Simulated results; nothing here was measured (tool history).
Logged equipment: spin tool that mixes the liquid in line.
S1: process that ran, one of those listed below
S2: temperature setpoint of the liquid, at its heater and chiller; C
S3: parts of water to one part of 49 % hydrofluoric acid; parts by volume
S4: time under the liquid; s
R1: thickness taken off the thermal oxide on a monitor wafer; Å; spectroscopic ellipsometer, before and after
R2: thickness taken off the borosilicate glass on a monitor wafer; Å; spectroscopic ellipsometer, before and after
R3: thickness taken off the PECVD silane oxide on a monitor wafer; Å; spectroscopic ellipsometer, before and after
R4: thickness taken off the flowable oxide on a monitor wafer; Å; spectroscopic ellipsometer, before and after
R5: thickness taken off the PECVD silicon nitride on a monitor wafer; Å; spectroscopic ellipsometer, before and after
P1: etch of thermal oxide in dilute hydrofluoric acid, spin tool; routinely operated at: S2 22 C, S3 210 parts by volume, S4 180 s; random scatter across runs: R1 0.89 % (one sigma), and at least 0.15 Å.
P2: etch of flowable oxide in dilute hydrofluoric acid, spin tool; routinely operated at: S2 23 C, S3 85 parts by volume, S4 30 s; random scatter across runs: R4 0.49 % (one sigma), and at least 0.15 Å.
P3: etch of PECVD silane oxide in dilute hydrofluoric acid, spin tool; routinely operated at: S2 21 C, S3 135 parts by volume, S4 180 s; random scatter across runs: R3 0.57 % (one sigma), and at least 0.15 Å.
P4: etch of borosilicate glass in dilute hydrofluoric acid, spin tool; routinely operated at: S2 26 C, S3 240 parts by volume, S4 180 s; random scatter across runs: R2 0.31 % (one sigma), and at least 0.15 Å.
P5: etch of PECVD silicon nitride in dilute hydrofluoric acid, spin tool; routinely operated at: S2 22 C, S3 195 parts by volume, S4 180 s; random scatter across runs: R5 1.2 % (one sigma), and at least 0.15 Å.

run	hour	S1	S2	S3	S4	R1	R2	R3	R4	R5
1	4.8	P1	22	210	180	31.953				
2	11.1	P4	26	240	180		206.14			
3	16.3	P3	21	230	180			120.31		
4	20.4	P2	23	85	30				198.59	
5	27.5	P1	22	300	180	20.361				
6	35.2	P5	22	195	180					20.32
7	39.3	P3	21	135	305			384.96		
8	44	P5	22	65	180					58.969
9	50.3	P4	26	240	25		28.387			
10	54.6	P1	17	210	180	26.214				
11	61.7	P1	28.5	210	275	61.057				
12	67.3	P1	22	210	180	32.559				
13	71.5	P5	22	195	305					34.2
14	78.4	P1	22	100	180	76.498				
15	82.6	P1	22	210	180	32.003				
16	88.5	P1	22	210	305	53.749				
17	96	P3	17	135	180			192.81		
18	101.7	P2	30.5	85	30				265.93	
19	105.8	P4	26	70	180		869.77			
20	112.5	P4	26	240	180		205.67			
21	118.9	P3	21	135	180			227.54		
22	126.9	P2	23	150	30				104.89	
23	132.9	P5	30.5	195	180					34.366
24	137.3	P4	33.5	240	180		264.85			
25	143.2	P1	22	210	180	31.915				
26	149.8	P1	22	210	65	11.716				
27	156.5	P2	23	85	15				100.11	
28	163.9	P1	26.5	210	180	37.449				
29	171	P1	22	210	180	31.679				
30	177.9	P1	22	210	180	32.204				
31	183.6	P1	22	210	180	32.38				
32	189.5	P1	22	210	180	32.928				
33	197.5	P1	22	210	180	33.223				
34	205.1	P1	22	210	180	33.579				
35	212.2	P1	22	210	180	33.32				
36	218.5	P1	22	210	180	33.918				
37	224.5	P1	22	210	180	34.053				
38	229.2	P1	22	210	180	34				
39	233	P1	22	210	180	34.173				
40	236.8	P1	22	210	180	34.376				
41	241.6	P1	22	210	180	33.967				

P1 no longer gives what it gave before; its output has crept away from where it was. The following 2 causes, each at its listed size, fit the log equally well:
A: liquid hotter than its thermometer reads (K) = 1.71
B: hydrofluoric acid flow above the setpoint (%) = 5.37
The drift started at roughly hour 177.9.

The 4 check runs listed below each average the results of 5 wafers, and their outcomes are marked with question marks. Under which run would the listed causes produce clearly different results?
check 1	246.4	P3	21	220	180			?		
check 2	246.4	P5	30	195	180					?
check 3	246.4	P2	23	150	30				?	
check 4	246.4	P4	31	100	180		?			

Predicted outcomes, by check and by cause:
check	result	if A	if B
check 1	R3	136.47	136.4
check 2	R5	36.202	34.493
check 3	R4	112.08	111.56
check 4	R2	751.75	749.31
How far apart the two closest causes lie, in the result that separates them most: check 1 0.05 %; check 2 4.84 %; check 3 0.46 %; check 4 0.33 %
The other checks would show nearly matching results whichever cause is true, so check 2 is the only one that separates the causes.

Check 2 was carried out, with these results: R5 36.397 Å. Which of the listed causes is responsible?

A is the cause: liquid hotter than its thermometer reads (K).

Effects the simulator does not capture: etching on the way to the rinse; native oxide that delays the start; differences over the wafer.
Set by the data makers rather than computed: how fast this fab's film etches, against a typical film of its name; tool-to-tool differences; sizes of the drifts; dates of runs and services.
